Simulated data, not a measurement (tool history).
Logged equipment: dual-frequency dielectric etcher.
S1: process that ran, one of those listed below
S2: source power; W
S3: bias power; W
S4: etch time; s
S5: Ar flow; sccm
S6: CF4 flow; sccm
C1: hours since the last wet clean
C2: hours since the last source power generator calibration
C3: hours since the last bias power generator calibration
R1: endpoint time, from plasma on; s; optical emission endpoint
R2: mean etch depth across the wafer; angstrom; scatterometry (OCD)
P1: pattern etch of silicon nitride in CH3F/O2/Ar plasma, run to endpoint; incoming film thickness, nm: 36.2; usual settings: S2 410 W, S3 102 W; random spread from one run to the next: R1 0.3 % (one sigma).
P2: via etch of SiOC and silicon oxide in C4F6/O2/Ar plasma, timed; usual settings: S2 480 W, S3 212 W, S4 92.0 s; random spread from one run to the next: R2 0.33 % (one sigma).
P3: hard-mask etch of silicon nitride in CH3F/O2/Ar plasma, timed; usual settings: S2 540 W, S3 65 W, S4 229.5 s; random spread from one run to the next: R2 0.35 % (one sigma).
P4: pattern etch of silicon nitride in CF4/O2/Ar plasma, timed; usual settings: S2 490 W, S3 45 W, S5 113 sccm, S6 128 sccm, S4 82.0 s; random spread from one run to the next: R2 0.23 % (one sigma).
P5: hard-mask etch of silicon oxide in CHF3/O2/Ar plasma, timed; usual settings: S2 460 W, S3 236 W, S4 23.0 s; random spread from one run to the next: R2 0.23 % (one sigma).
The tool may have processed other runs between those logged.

run	hour	S1	S2	S3	S4	S5	S6	C1	C2	C3	R1	R2
1	3.4	P1	410	102				199.3	2997.2	1054.2	46.423	
2	9.2	P5	460	236	23.0			205.1	3003.0	1060.0		450.18
3	14.0	P1	410	81				209.9	3007.8	1064.8	50.466	
4	19.2	P1	410	121				215.1	3013.0	1070.0	43.586	
5	22.7	P2	480	212	50.5			218.6	3016.5	1073.5		647.57
6	27.3	P5	460	236	23.0			223.2	3021.1	1078.1		449.04
7	31.2	P4	490	45	82.0	113	163	227.1	3025.0	1082.0		1555.70
8	34.9	P2	480	212	92.0			230.8	3028.7	1085.7		1178.60
9	38.4	P3	540	65	229.5			234.3	3032.2	1089.2		1696.30
10	44.0	P4	490	45	82.0	113	128	239.9	3037.8	1094.8		1517.20
11	49.3	P5	460	285	23.0			245.2	3043.1	1100.1		482.27
12	51.8	P3	750	65	229.5			247.7	3045.6	1102.6		1934.70
13	54.9	P5	350	236	23.0			250.8	3048.7	1105.7		406.08
14	57.9	P1	560	84				253.8	3051.7	1108.7	44.214	
15	61.4	P4	490	56	82.0	113	128	257.3	3055.2	1112.2		1635.90
16	65.5	P2	480	168	92.0			261.4	3059.3	1116.3		1096.00
17	68.2	P1	480	74				264.1	3062.0	1119.0	49.115	
18	73.6	P1	410	102				269.5	3067.4	1124.4	46.200	
19	79.0	P3	540	65	126.0			274.9	3072.8	1129.8		929.14
20	82.6	P1	410	102				278.5	3076.4	1133.4	46.102	
21	87.6	P4	490	45	82.0	140	128	283.5	3081.4	1138.4		1474.00
22	92.6	P5	460	236	12.5			288.5	3086.4	1143.4		245.00
23	95.3	P1	520	102				291.2	3089.1	1146.1	42.300	
24	98.8	P4	690	45	82.0	113	128	294.7	3092.6	1149.6		2045.10
25	101.7	P3	540	49	229.5			297.6	3095.5	1152.5		1563.40
26	107.0	P1	410	102				302.9	3100.8	1157.8	46.332	
27	110.9	P2	620	212	92.0			306.8	3104.7	1161.7		1308.10
28	114.3	P4	490	45	119.5	113	128	310.2	3108.1	1165.1		2206.00
29	116.8	P1	300	102				312.7	3110.6	1167.6	52.059	
30	120.1	P1	410	102				316.0	3113.9	1170.9	46.468	
31	125.1	P1	410	102				321.0	3118.9	1175.9	46.669	
32	128.9	P1	410	102				324.8	3122.7	1179.7	46.819	
33	133.3	P1	410	102				329.2	3127.1	1184.1	47.288	
34	138.1	P1	410	102				334.0	3131.9	1188.9	47.228	
# hour 139.6: wet clean of the chamber
35	140.6	P1	410	102				1.1	3134.4	1191.4	46.769	
36	145.6	P1	410	102				6.1	3139.4	1196.4	46.945	
37	149.4	P1	410	102				9.9	3143.2	1200.2	46.932	
38	153.0	P1	410	102				13.5	3146.8	1203.8	47.107	
39	157.0	P1	410	102				17.5	3150.8	1207.8	47.235	

Expected results for the next run?
40	162.6	P1	410	102				23.1	3156.4	1213.4	?	

Run 40 gave R1 47.024 s.

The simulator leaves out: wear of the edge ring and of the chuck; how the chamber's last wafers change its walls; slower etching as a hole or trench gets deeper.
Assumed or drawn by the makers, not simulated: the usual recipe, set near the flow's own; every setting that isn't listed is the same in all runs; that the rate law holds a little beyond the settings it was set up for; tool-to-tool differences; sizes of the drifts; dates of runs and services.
